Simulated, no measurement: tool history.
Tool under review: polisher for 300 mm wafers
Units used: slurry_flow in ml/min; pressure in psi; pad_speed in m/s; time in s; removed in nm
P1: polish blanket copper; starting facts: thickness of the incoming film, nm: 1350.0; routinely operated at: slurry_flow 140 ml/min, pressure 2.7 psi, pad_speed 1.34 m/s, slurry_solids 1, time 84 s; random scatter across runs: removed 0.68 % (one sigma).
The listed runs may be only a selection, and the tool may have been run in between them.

run	hour	slurry_flow	pressure	pad_speed	slurry_solids	time	wafers polished on this pad	hours since the slurry nozzle was cleaned	hours since the head pressure was calibrated	hours since the slurry blender was calibrated	removed
1	5.2	140	2.7	1.34	1	84	643	248.6	183.6	167.1	301.89
2	13	140	2.7	1.34	1	132	705	256.4	191.4	174.9	470.72
3	17	140	1.5	1.34	1	84	737	260.4	195.4	178.9	166.28
4	22.9	140	2.7	1.34	1	84	783	266.3	201.3	184.8	298.66
5	27.9	140	2.7	0.94	1	84	823	271.3	206.3	189.8	209.8
6	35.9	140	2.7	1.7	1	84	886	279.3	214.3	197.8	384.3
7	43.5	140	2.7	1.34	0.7	84	946	286.9	221.9	205.4	279.66
8	51.6	85	2.7	1.34	1	84	1010	295	230	213.5	265.08
9	57.9	140	2.7	1.34	1	84	1060	301.3	236.3	219.8	298.75
10	61.5	225	2.7	1.34	1	84	1089	304.9	239.9	223.4	322.9
11	66	140	2.7	1.34	1	38	1124	309.4	244.4	227.9	136.27
12	73.5	140	2.7	1.34	1.45	84	1184	316.9	251.9	235.4	325.29
# hour 75.1: worn pad replaced by a new one
13	81.3	140	2.7	1.34	0.6	60	49	324.7	259.7	243.2	192.96
14	88.2	140	4	1.34	1	84	104	331.6	266.6	250.1	444.88
15	92	140	2.7	1.34	1	84	134	335.4	270.4	253.9	297.71
16	99.2	140	2.7	1.34	1	84	191	342.6	277.6	261.1	298.16
17	103.7	140	2.7	1.34	1	84	226	347.1	282.1	265.6	291.96
18	111.4	140	2.7	1.34	1	84	287	354.8	289.8	273.3	286.44

What does the tool deliver on the next run?
19	119.4	140	2.7	1.34	1	84	351	362.8	297.8	281.3	?

removed: 280.31 nm
